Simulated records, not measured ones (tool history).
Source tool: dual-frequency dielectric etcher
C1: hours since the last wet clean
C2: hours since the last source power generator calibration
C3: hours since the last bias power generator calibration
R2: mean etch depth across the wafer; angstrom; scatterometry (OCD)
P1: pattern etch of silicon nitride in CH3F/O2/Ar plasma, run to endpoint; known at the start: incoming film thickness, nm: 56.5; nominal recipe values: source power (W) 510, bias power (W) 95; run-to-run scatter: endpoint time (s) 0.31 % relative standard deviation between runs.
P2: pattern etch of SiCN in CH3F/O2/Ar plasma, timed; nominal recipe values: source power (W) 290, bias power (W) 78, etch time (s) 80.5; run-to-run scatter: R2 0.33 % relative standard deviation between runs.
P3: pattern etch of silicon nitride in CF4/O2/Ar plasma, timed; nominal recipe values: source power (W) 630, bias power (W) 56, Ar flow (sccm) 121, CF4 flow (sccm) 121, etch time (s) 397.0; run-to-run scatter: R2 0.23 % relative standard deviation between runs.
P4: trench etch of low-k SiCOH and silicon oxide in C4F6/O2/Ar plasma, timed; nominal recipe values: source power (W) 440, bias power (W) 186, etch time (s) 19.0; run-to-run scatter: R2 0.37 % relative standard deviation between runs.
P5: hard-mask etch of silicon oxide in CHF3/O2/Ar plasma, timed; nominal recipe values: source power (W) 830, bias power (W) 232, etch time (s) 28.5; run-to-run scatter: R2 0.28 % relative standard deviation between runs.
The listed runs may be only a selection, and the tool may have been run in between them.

run 1 hour=6.5 | process_that_ran=P1 source_power_(W)=510 bias_power_(W)=95 | C1=82.3 C2=999.3 C3=1234.4 | endpoint_time_(s)=66.568
run 2 hour=17.1 | process_that_ran=P5 source_power_(W)=830 bias_power_(W)=232 etch_time_(s)=28.5 | C1=92.9 C2=1009.9 C3=1245.0 | R2=696.81
run 3 hour=30.0 | process_that_ran=P5 source_power_(W)=1160 bias_power_(W)=232 etch_time_(s)=28.5 | C1=105.8 C2=1022.8 C3=1257.9 | R2=794.19
run 4 hour=36.5 | process_that_ran=P1 source_power_(W)=510 bias_power_(W)=95 | C1=112.3 C2=1029.3 C3=1264.4 | endpoint_time_(s)=66.597
run 5 hour=48.0 | process_that_ran=P2 source_power_(W)=290 bias_power_(W)=78 etch_time_(s)=80.5 | C1=123.8 C2=1040.8 C3=1275.9 | R2=276.70
run 6 hour=58.7 | process_that_ran=P1 source_power_(W)=510 bias_power_(W)=95 | C1=134.5 C2=1051.5 C3=1286.6 | endpoint_time_(s)=66.747
run 7 hour=70.8 | process_that_ran=P5 source_power_(W)=830 bias_power_(W)=232 etch_time_(s)=15.5 | C1=146.6 C2=1063.6 C3=1298.7 | R2=378.27
run 8 hour=82.8 | process_that_ran=P5 source_power_(W)=830 bias_power_(W)=295 etch_time_(s)=28.5 | C1=158.6 C2=1075.6 C3=1310.7 | R2=757.63
run 9 hour=97.7 | process_that_ran=P1 source_power_(W)=510 bias_power_(W)=62 | C1=173.5 C2=1090.5 C3=1325.6 | endpoint_time_(s)=77.072
run 10 hour=111.9 | process_that_ran=P3 source_power_(W)=630 bias_power_(W)=56 etch_time_(s)=278.5 Ar_flow_(sccm)=121 CF4_flow_(sccm)=121 | C1=187.7 C2=1104.7 C3=1339.8 | R2=6602.50
run 11 hour=121.5 | process_that_ran=P4 source_power_(W)=440 bias_power_(W)=123 etch_time_(s)=19.0 | C1=197.3 C2=1114.3 C3=1349.4 | R2=541.51
run 12 hour=135.2 | process_that_ran=P3 source_power_(W)=630 bias_power_(W)=76 etch_time_(s)=397.0 Ar_flow_(sccm)=121 CF4_flow_(sccm)=121 | C1=211.0 C2=1128.0 C3=1363.1 | R2=10645.00
run 13 hour=147.6 | process_that_ran=P4 source_power_(W)=590 bias_power_(W)=186 etch_time_(s)=19.0 | C1=223.4 C2=1140.4 C3=1375.5 | R2=685.44
run 14 hour=155.6 | process_that_ran=P2 source_power_(W)=290 bias_power_(W)=111 etch_time_(s)=80.5 | C1=231.4 C2=1148.4 C3=1383.5 | R2=316.48
run 15 hour=163.7 | process_that_ran=P2 source_power_(W)=180 bias_power_(W)=78 etch_time_(s)=80.5 | C1=239.5 C2=1156.5 C3=1391.6 | R2=233.22
run 16 hour=175.5 | process_that_ran=P1 source_power_(W)=660 bias_power_(W)=71 | C1=251.3 C2=1168.3 C3=1403.4 | endpoint_time_(s)=66.716
run 17 hour=188.6 | process_that_ran=P1 source_power_(W)=510 bias_power_(W)=118 | C1=264.4 C2=1181.4 C3=1416.5 | endpoint_time_(s)=61.338
run 18 hour=199.7 | process_that_ran=P5 source_power_(W)=830 bias_power_(W)=232 etch_time_(s)=28.5 | C1=275.5 C2=1192.5 C3=1427.6 | R2=697.22
run 19 hour=213.0 | process_that_ran=P1 source_power_(W)=650 bias_power_(W)=95 | C1=288.8 C2=1205.8 C3=1440.9 | endpoint_time_(s)=61.154
-- hour=222.9 source power generator calibrated
run 20 hour=223.7 | process_that_ran=P3 source_power_(W)=630 bias_power_(W)=56 etch_time_(s)=397.0 Ar_flow_(sccm)=73 CF4_flow_(sccm)=121 | C1=299.5 C2=0.9 C3=1451.6 | R2=10007.00
run 21 hour=236.1 | process_that_ran=P4 source_power_(W)=440 bias_power_(W)=186 etch_time_(s)=26.0 | C1=311.9 C2=13.3 C3=1464.0 | R2=835.31
run 22 hour=245.3 | process_that_ran=P1 source_power_(W)=510 bias_power_(W)=95 | C1=321.1 C2=22.5 C3=1473.2 | endpoint_time_(s)=66.254
run 23 hour=252.8 | process_that_ran=P3 source_power_(W)=630 bias_power_(W)=56 etch_time_(s)=397.0 Ar_flow_(sccm)=121 CF4_flow_(sccm)=121 | C1=328.6 C2=30.0 C3=1480.7 | R2=9395.00
run 24 hour=260.7 | process_that_ran=P2 source_power_(W)=290 bias_power_(W)=78 etch_time_(s)=51.0 | C1=336.5 C2=37.9 C3=1488.6 | R2=176.74
run 25 hour=270.5 | process_that_ran=P1 source_power_(W)=510 bias_power_(W)=95 | C1=346.3 C2=47.7 C3=1498.4 | endpoint_time_(s)=66.180
run 26 hour=282.0 | process_that_ran=P1 source_power_(W)=350 bias_power_(W)=95 | C1=357.8 C2=59.2 C3=1509.9 | endpoint_time_(s)=76.781
run 27 hour=296.0 | process_that_ran=P1 source_power_(W)=320 bias_power_(W)=116 | C1=371.8 C2=73.2 C3=1523.9 | endpoint_time_(s)=73.546
run 28 hour=310.3 | process_that_ran=P4 source_power_(W)=440 bias_power_(W)=186 etch_time_(s)=19.0 | C1=386.1 C2=87.5 C3=1538.2 | R2=610.91
run 29 hour=320.2 | process_that_ran=P3 source_power_(W)=630 bias_power_(W)=56 etch_time_(s)=397.0 Ar_flow_(sccm)=121 CF4_flow_(sccm)=89 | C1=396.0 C2=97.4 C3=1548.1 | R2=9031.70
run 30 hour=327.2 | process_that_ran=P3 source_power_(W)=490 bias_power_(W)=56 etch_time_(s)=397.0 Ar_flow_(sccm)=121 CF4_flow_(sccm)=121 | C1=403.0 C2=104.4 C3=1555.1 | R2=7558.00
run 31 hour=337.8 | process_that_ran=P1 source_power_(W)=510 bias_power_(W)=95 | C1=413.6 C2=115.0 C3=1565.7 | endpoint_time_(s)=66.532
run 32 hour=348.3 | process_that_ran=P1 source_power_(W)=510 bias_power_(W)=95 | C1=424.1 C2=125.5 C3=1576.2 | endpoint_time_(s)=66.660
run 33 hour=360.2 | process_that_ran=P1 source_power_(W)=510 bias_power_(W)=95 | C1=436.0 C2=137.4 C3=1588.1 | endpoint_time_(s)=67.083
run 34 hour=370.2 | process_that_ran=P1 source_power_(W)=510 bias_power_(W)=95 | C1=446.0 C2=147.4 C3=1598.1 | endpoint_time_(s)=67.575
run 35 hour=384.3 | process_that_ran=P1 source_power_(W)=510 bias_power_(W)=95 | C1=460.1 C2=161.5 C3=1612.2 | endpoint_time_(s)=67.912
run 36 hour=392.7 | process_that_ran=P1 source_power_(W)=510 bias_power_(W)=95 | C1=468.5 C2=169.9 C3=1620.6 | endpoint_time_(s)=67.304
run 37 hour=403.4 | process_that_ran=P1 source_power_(W)=510 bias_power_(W)=95 | C1=479.2 C2=180.6 C3=1631.3 | endpoint_time_(s)=67.715
-- hour=403.7 wet clean of the chamber
run 38 hour=417.9 | process_that_ran=P1 source_power_(W)=510 bias_power_(W)=95 | C1=14.3 C2=195.1 C3=1645.8 | endpoint_time_(s)=67.589
run 39 hour=425.6 | process_that_ran=P1 source_power_(W)=510 bias_power_(W)=95 | C1=22.0 C2=202.8 C3=1653.5 | endpoint_time_(s)=67.797

The output of P1 has drifted from where it used to be. Each of the 2 causes below, taken at the size shown beside it, accounts for the log equally well:
A: bias power that arrives under what is set, % = 4.8
B: source power that arrives under what is set, % = 4.56
The drift started at roughly hour 337.8.
Other possible causes, and why each is ruled out:
chamber walls in a state that lowers the etch rate, %: maintenance at hour 403.7, after the shift began, did not return the process to its former output

Of the 4 check runs listed below, each run on one wafer and each result written as a question mark, which would let you distinguish the listed causes because they would give clearly different results?
run check 1 hour=433.3 | process_that_ran=P3 source_power_(W)=630 bias_power_(W)=75 etch_time_(s)=397.0 Ar_flow_(sccm)=74 CF4_flow_(sccm)=121 | R2=?
run check 2 hour=433.3 | process_that_ran=P5 source_power_(W)=830 bias_power_(W)=276 etch_time_(s)=15.5 | R2=?
run check 3 hour=433.3 | process_that_ran=P2 source_power_(W)=230 bias_power_(W)=78 etch_time_(s)=80.5 | R2=?
run check 4 hour=433.3 | process_that_ran=P4 source_power_(W)=590 bias_power_(W)=186 etch_time_(s)=22.5 | R2=?

What each check would give under each cause:
check=check_1 result=R2 if_A=10859.00 if_B=10622.00
check=check_2 result=R2 if_A=396.42 if_B=396.39
check=check_3 result=R2 if_A=250.08 if_B=250.34
check=check_4 result=R2 if_A=801.85 if_B=799.30
Smallest distance between any two causes, each pair judged by its most separating result, in per cent: check 1 2.21 %; check 2 0.01 %; check 3 0.1 %; check 4 0.32 %
Check 1 is the one run that separates the causes; every other check would come out nearly the same whichever cause is at work.

Check 1 was then run and gave: R2 10657.00 angstrom. Which cause is it?

It was cause B: source power that arrives under what is set, %.
